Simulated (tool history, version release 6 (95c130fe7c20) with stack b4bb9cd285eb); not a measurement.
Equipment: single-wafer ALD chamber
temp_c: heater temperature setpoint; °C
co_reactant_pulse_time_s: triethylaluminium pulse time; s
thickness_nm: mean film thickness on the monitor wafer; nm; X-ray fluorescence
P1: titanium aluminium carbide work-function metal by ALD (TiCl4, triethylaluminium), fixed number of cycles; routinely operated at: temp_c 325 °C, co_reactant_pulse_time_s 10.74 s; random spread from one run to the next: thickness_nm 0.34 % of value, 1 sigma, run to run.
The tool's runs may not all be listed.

run,hour,temp_c,co_reactant_pulse_time_s,hours since the last thermocouple change,hours since the last triethylaluminium bottle change,thickness_nm
1,11.4,325,10.74,1283.4,327,2.1901
2,22.7,325,10.74,1294.7,338.3,2.2015
3,37.1,325,10.74,1309.1,352.7,2.2039
# hour 44.4: triethylaluminium bottle replaced
4,53,325,5.73,1325,8.7,1.9517
5,66,305,15.27,1338,21.7,2.067
6,73.1,344,13.62,1345.1,28.8,2.3983
7,87.6,310,10.74,1359.6,43.3,2.0665
8,95.4,349,10.74,1367.4,51.1,2.4029
9,104.4,325,10.74,1376.4,60.1,2.1939
10,114.3,339,6.22,1386.3,70,2.0879
11,127.3,325,10.74,1399.3,83,2.1902
12,139.8,325,17.44,1411.8,95.5,2.2399
13,148.6,325,10.74,1420.6,104.3,2.205
14,161.4,325,10.74,1433.4,117.1,2.193
15,175.6,325,10.74,1447.6,131.3,2.1683
16,188.2,325,10.74,1460.2,143.9,2.1622
17,202,325,10.74,1474,157.7,2.1622
18,213.7,325,10.74,1485.7,169.4,2.1593
19,223.5,325,10.74,1495.5,179.2,2.155

What does the tool deliver on the next run?
20,230.8,325,10.74,1502.8,186.5,?

thickness_nm: 2.1571 nm
